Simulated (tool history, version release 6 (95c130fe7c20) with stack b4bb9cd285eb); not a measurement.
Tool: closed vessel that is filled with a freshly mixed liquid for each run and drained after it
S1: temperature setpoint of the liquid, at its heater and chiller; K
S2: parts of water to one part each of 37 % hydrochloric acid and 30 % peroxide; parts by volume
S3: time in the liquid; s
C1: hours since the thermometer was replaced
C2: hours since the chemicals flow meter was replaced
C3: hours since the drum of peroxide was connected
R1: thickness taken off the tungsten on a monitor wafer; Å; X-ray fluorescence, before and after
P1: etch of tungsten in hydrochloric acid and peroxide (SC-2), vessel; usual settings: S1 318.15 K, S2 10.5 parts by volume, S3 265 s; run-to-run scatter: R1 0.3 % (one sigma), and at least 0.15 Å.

Run 1, hour 15.2: S1 318.15 K, S2 10.5 parts by volume, S3 265 s; C1 1683.2; C2 650; C3 844.7. Result: R1 205.17 Å.
Run 2, hour 32.5: S1 318.15 K, S2 10.5 parts by volume, S3 265 s; C1 1700.5; C2 667.3; C3 862. Result: R1 203.9 Å.
Run 3, hour 42.5: S1 334.65 K, S2 10.5 parts by volume, S3 265 s; C1 1710.5; C2 677.3; C3 872. Result: R1 599.01 Å.
Run 4, hour 55.1: S1 308.65 K, S2 10.5 parts by volume, S3 485 s; C1 1723.1; C2 689.9; C3 884.6. Result: R1 191.69 Å.
Run 5, hour 71.9: S1 318.15 K, S2 4 parts by volume, S3 475 s; C1 1739.9; C2 706.7; C3 901.4. Result: R1 761.55 Å.
At hour 75.3: new drum of peroxide connected.
Run 6, hour 81.3: S1 308.15 K, S2 10.5 parts by volume, S3 265 s; C1 1749.3; C2 716.1; C3 6.1. Result: R1 100.53 Å.
Run 7, hour 90.5: S1 318.15 K, S2 10.5 parts by volume, S3 500 s; C1 1758.5; C2 725.3; C3 15.3. Result: R1 386.33 Å.
Run 8, hour 100.3: S1 318.15 K, S2 10.5 parts by volume, S3 265 s; C1 1768.3; C2 735.1; C3 25.1. Result: R1 203.91 Å.
Run 9, hour 114: S1 318.15 K, S2 4 parts by volume, S3 265 s; C1 1782; C2 748.8; C3 38.8. Result: R1 425.91 Å.
Run 10, hour 129.4: S1 318.15 K, S2 10.5 parts by volume, S3 30 s; C1 1797.4; C2 764.2; C3 54.2. Result: R1 23.237 Å.
Run 11, hour 141: S1 318.15 K, S2 17.5 parts by volume, S3 265 s; C1 1809; C2 775.8; C3 65.8. Result: R1 130.66 Å.
Run 12, hour 149.5: S1 318.15 K, S2 7 parts by volume, S3 390 s; C1 1817.5; C2 784.3; C3 74.3. Result: R1 417.73 Å.
Run 13, hour 167.3: S1 318.15 K, S2 10.5 parts by volume, S3 265 s; C1 1835.3; C2 802.1; C3 92.1. Result: R1 203.77 Å.
Run 14, hour 181.5: S1 318.15 K, S2 10.5 parts by volume, S3 265 s; C1 1849.5; C2 816.3; C3 106.3. Result: R1 204.49 Å.
Run 15, hour 197.8: S1 318.15 K, S2 10.5 parts by volume, S3 265 s; C1 1865.8; C2 832.6; C3 122.6. Result: R1 213.28 Å.
Run 16, hour 208.9: S1 318.15 K, S2 10.5 parts by volume, S3 265 s; C1 1876.9; C2 843.7; C3 133.7. Result: R1 216.68 Å.
Run 17, hour 218.9: S1 318.15 K, S2 10.5 parts by volume, S3 265 s; C1 1886.9; C2 853.7; C3 143.7. Result: R1 218.94 Å.
Run 18, hour 229.2: S1 318.15 K, S2 10.5 parts by volume, S3 265 s; C1 1897.2; C2 864; C3 154. Result: R1 219.67 Å.
Run 19, hour 246.2: S1 318.15 K, S2 10.5 parts by volume, S3 265 s; C1 1914.2; C2 881; C3 171. Result: R1 220.76 Å.
Run 20, hour 259: S1 318.15 K, S2 10.5 parts by volume, S3 265 s; C1 1927; C2 893.8; C3 183.8. Result: R1 220.35 Å.

What P1 gives has crept away from where it was. These 2 causes fit the log equally well, each at the size given:
A: liquid hotter than its thermometer reads (K) = 1.13
B: chemicals flow above the setpoint (%) = 9.69
The creep began at about hour 181.5.
Why every other cause is out:
peroxide weaker than its label (%): at most 8, which would move R1 by -7.4 %: too little, or the wrong way

4 check runs are offered, one wafer each, their results left as question marks. Which one tells the causes apart?
Run check 1, hour 271.8: S1 318.15 K, S2 17 parts by volume, S3 30 s. Result: R1 ?.
Run check 2, hour 271.8: S1 331.65 K, S2 10.5 parts by volume, S3 265 s. Result: R1 ?.
Run check 3, hour 271.8: S1 308.15 K, S2 4 parts by volume, S3 265 s. Result: R1 ?.
Run check 4, hour 271.8: S1 318.15 K, S2 17.5 parts by volume, S3 40 s. Result: R1 ?.

What each check would give under each cause:
  check  result    if A    if B
check 1      R1  16.444  16.525
check 2      R1   534.8  537.94
check 3      R1  227.26  222.33
check 4      R1  21.364  21.474
How far apart the two closest causes lie, in the result that separates them most: check 1 0.49 %; check 2 0.59 %; check 3 2.19 %; check 4 0.51 %
Only check 3 tells the causes apart: in the others they would give nearly the same result.

Then check 3 was run and gave: R1 228.38 Å. Which cause is it?

It is A: liquid hotter than its thermometer reads (K).
